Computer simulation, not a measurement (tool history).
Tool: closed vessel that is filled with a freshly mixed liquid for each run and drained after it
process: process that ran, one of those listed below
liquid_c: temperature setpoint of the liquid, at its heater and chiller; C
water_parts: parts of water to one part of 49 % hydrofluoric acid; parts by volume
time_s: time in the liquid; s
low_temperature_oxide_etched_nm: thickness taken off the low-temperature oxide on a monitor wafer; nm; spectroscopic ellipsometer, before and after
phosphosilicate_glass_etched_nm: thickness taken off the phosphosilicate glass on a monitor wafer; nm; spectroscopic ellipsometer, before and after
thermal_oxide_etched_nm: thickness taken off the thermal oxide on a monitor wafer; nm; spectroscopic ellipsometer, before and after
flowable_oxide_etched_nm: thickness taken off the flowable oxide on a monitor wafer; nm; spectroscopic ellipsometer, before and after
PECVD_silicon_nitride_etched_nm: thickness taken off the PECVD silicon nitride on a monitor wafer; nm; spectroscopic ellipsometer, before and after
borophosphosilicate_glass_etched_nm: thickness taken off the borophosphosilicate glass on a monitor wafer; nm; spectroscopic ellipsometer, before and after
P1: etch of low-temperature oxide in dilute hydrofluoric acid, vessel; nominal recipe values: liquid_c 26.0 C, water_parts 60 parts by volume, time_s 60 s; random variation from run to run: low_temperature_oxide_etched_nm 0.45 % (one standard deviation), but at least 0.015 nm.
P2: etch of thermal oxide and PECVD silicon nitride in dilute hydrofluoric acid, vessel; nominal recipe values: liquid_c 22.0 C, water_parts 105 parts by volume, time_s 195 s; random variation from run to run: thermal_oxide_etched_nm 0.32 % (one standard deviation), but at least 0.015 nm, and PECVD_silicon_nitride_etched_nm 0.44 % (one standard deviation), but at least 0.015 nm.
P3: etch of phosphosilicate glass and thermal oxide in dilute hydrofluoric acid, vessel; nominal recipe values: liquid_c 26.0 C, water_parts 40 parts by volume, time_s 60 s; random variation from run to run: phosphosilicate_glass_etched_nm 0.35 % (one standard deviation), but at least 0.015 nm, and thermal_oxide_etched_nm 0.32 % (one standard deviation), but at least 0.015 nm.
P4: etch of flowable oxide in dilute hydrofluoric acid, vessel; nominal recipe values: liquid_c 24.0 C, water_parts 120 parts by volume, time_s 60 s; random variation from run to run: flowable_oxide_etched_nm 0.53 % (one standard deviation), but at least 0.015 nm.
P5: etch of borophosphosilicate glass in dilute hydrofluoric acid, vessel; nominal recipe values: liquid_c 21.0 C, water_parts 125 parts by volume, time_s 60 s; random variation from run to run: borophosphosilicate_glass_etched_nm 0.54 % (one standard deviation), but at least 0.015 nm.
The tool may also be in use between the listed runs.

run	hour	process	liquid_c	water_parts	time_s	hours since the thermometer was replaced	hours since the hydrofluoric acid flow meter was replaced	low_temperature_oxide_etched_nm	phosphosilicate_glass_etched_nm	thermal_oxide_etched_nm	flowable_oxide_etched_nm	PECVD_silicon_nitride_etched_nm	borophosphosilicate_glass_etched_nm
1	15.6	P1	26.0	60	60	1490.5	930.8	12.4740					
2	26.1	P3	26.0	40	85	1501.0	941.3		452.45	11.8880			
3	40.9	P1	26.0	60	60	1515.8	956.1	12.4020					
4	54.5	P1	26.0	60	60	1529.4	969.7	12.2330					
5	71.4	P4	24.0	120	60	1546.3	986.6				22.114		
6	84.6	P3	26.0	20	60	1559.5	999.8		655.53	17.2160			
7	100.0	P2	22.0	105	355	1574.9	1015.2			14.3880		8.3686	
8	107.8	P2	22.0	105	195	1582.7	1023.0			7.9060		4.6225	
9	118.7	P2	22.0	105	195	1593.6	1033.9			7.9209		4.5788	
10	129.4	P4	24.0	215	60	1604.3	1044.6				11.151		
11	143.0	P1	31.5	60	60	1617.9	1058.2	15.3230					
12	157.4	P3	30.0	40	60	1632.3	1072.6		374.94	9.9382			
13	174.9	P1	26.0	30	60	1649.8	1090.1	25.7520					
14	190.3	P4	24.0	120	60	1665.2	1105.5				22.499		
15	208.0	P5	21.0	125	60	1682.9	1123.2						20.210
16	225.2	P5	21.0	60	60	1700.1	1140.4						45.313
17	237.7	P5	25.5	125	60	1712.6	1152.9						24.304
# hour 243.4: thermometer replaced
18	247.1	P4	24.0	120	90	3.8	1162.3				33.579		
19	259.3	P1	26.0	90	60	16.0	1174.5	7.9030					
20	274.6	P1	26.0	60	60	31.3	1189.8	12.3680					
21	292.4	P1	21.5	60	60	49.1	1207.6	10.2610					
22	301.1	P5	21.0	125	30	57.8	1216.3						10.179
23	315.2	P2	26.0	105	195	71.9	1230.4			9.2721		5.9786	
24	327.1	P1	26.0	60	60	83.8	1242.3	12.3020					
25	343.3	P2	22.0	160	195	100.0	1258.5			4.8997		3.0298	
26	355.6	P4	29.0	120	60	112.3	1270.8				26.772		
27	366.1	P3	26.0	40	60	122.8	1281.3		318.68	8.4165			
28	376.8	P1	19.5	60	115	133.5	1292.0	18.2770					
29	387.5	P1	26.0	60	110	144.2	1302.7	22.7830					
30	403.6	P1	26.0	60	30	160.3	1318.8	6.1982					
31	418.1	P1	26.0	60	60	174.8	1333.3	12.3670					
32	430.9	P1	26.0	60	60	187.6	1346.1	12.7150					
33	448.3	P1	26.0	60	60	205.0	1363.5	12.8900					
34	459.1	P1	26.0	60	60	215.8	1374.3	12.9950					
35	472.0	P1	26.0	60	60	228.7	1387.2	13.0260					
36	487.2	P1	26.0	60	60	243.9	1402.4	13.1320					
37	497.9	P1	26.0	60	60	254.6	1413.1	13.1970					
38	509.9	P1	26.0	60	60	266.6	1425.1	13.1900					
39	525.3	P1	26.0	60	60	282.0	1440.5	13.1260					

What P1 gives has crept off from where it sat before. The 2 causes that follow fit the log equally well, each at the size noted:
A: hydrofluoric acid flow above the setpoint (%) = 6.15
B: liquid hotter than its thermometer reads (K) = 1.62
The drift started at roughly hour 418.1.

Each of the 4 check runs below uses one wafer; its results are left as question marks. Which run tells the causes apart?
check 1	540.7	P2	22.0	105	195					?		?	
check 2	540.7	P3	26.0	40	60				?	?			
check 3	540.7	P5	21.0	125	60								?
check 4	540.7	P4	24.0	120	60						?		

How each check would come out, cause by cause:
check	result	if A	if B
check 1	thermal_oxide_etched_nm	8.4439	8.4262
check 1	PECVD_silicon_nitride_etched_nm	4.8497	5.0934
check 2	phosphosilicate_glass_etched_nm	339.04	339.98
check 2	thermal_oxide_etched_nm	8.9663	8.9910
check 3	borophosphosilicate_glass_etched_nm	21.714	21.642
check 4	flowable_oxide_etched_nm	23.899	23.774
Smallest distance between any two causes, each pair judged by its most separating result, in per cent: check 1 4.9 %; check 2 0.28 %; check 3 0.33 %; check 4 0.52 %
Check 1 is the one run that separates the causes; every other check would come out nearly the same whichever cause is at work.

Check 1 was carried out, with these results: thermal_oxide_etched_nm 8.4500 nm; PECVD_silicon_nitride_etched_nm 4.8836 nm. Which of the listed causes is responsible?

Of the candidate causes, it is A: hydrofluoric acid flow above the setpoint (%).
